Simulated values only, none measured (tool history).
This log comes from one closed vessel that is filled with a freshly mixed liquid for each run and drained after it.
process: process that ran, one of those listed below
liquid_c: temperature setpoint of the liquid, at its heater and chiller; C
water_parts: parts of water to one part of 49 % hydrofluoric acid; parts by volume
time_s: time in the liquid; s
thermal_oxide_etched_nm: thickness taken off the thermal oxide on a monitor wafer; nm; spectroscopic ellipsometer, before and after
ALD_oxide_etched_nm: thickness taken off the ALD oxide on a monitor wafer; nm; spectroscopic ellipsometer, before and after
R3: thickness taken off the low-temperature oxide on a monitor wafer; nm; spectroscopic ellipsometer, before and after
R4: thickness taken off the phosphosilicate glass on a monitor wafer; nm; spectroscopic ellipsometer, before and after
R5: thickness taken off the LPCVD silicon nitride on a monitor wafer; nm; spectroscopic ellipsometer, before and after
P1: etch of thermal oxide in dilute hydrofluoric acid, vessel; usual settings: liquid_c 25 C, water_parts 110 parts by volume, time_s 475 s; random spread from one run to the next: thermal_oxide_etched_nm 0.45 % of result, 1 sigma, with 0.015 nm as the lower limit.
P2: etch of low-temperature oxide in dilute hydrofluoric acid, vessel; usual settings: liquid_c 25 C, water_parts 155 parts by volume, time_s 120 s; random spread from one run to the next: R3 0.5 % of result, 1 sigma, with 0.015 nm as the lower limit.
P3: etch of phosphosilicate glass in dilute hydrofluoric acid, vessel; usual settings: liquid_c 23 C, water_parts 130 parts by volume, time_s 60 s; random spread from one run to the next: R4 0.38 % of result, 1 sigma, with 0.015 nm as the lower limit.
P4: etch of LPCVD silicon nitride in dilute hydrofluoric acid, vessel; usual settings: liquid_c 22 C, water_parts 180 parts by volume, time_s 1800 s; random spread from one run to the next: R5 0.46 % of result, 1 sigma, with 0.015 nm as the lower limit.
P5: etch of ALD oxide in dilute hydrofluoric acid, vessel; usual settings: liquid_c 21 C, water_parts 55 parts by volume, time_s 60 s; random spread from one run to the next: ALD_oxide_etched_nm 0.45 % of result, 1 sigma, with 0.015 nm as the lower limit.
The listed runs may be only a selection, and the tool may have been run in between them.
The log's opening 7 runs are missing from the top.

{"run": 8, "hour": 106.1, "process": "P1", "liquid_c": 25, "water_parts": 110, "time_s": 920, "thermal_oxide_etched_nm": 40.072}
{"run": 9, "hour": 122.3, "process": "P5", "liquid_c": 21, "water_parts": 55, "time_s": 60, "ALD_oxide_etched_nm": 21.441}
{"run": 10, "hour": 139.5, "process": "P2", "liquid_c": 25, "water_parts": 155, "time_s": 215, "R3": 14.116}
{"run": 11, "hour": 156.4, "process": "P1", "liquid_c": 25, "water_parts": 110, "time_s": 475, "thermal_oxide_etched_nm": 20.815}
{"run": 12, "hour": 170.0, "process": "P2", "liquid_c": 32, "water_parts": 155, "time_s": 120, "R3": 10.241}
{"run": 13, "hour": 180.3, "process": "P1", "liquid_c": 18.5, "water_parts": 110, "time_s": 475, "thermal_oxide_etched_nm": 16.053}
{"run": 14, "hour": 190.2, "process": "P3", "liquid_c": 23, "water_parts": 130, "time_s": 60, "R4": 37.518}
{"run": 15, "hour": 202.2, "process": "P1", "liquid_c": 21.5, "water_parts": 110, "time_s": 740, "thermal_oxide_etched_nm": 27.95}
{"run": 16, "hour": 216.0, "process": "P4", "liquid_c": 22, "water_parts": 180, "time_s": 3460, "R5": 9.8496}
{"run": 17, "hour": 225.9, "process": "P5", "liquid_c": 21, "water_parts": 55, "time_s": 115, "ALD_oxide_etched_nm": 41.109}
{"run": 18, "hour": 242.2, "process": "P4", "liquid_c": 17, "water_parts": 180, "time_s": 1800, "R5": 3.6626}
{"run": 19, "hour": 258.2, "process": "P1", "liquid_c": 25, "water_parts": 110, "time_s": 475, "thermal_oxide_etched_nm": 20.671}
{"run": 20, "hour": 268.7, "process": "P1", "liquid_c": 25, "water_parts": 110, "time_s": 475, "thermal_oxide_etched_nm": 20.782}
{"run": 21, "hour": 281.8, "process": "P3", "liquid_c": 23, "water_parts": 225, "time_s": 60, "R4": 19.487}
{"run": 22, "hour": 295.6, "process": "P1", "liquid_c": 25, "water_parts": 170, "time_s": 475, "thermal_oxide_etched_nm": 12.45}
{"run": 23, "hour": 305.1, "process": "P1", "liquid_c": 25, "water_parts": 110, "time_s": 475, "thermal_oxide_etched_nm": 20.697}

Run 24, settings as shown, results not yet in. Your forecast:
{"run": 24, "hour": 314.5, "process": "P4", "liquid_c": 22, "water_parts": 180, "time_s": 1800, "R5": "?"}

R5: 5.0973 nm
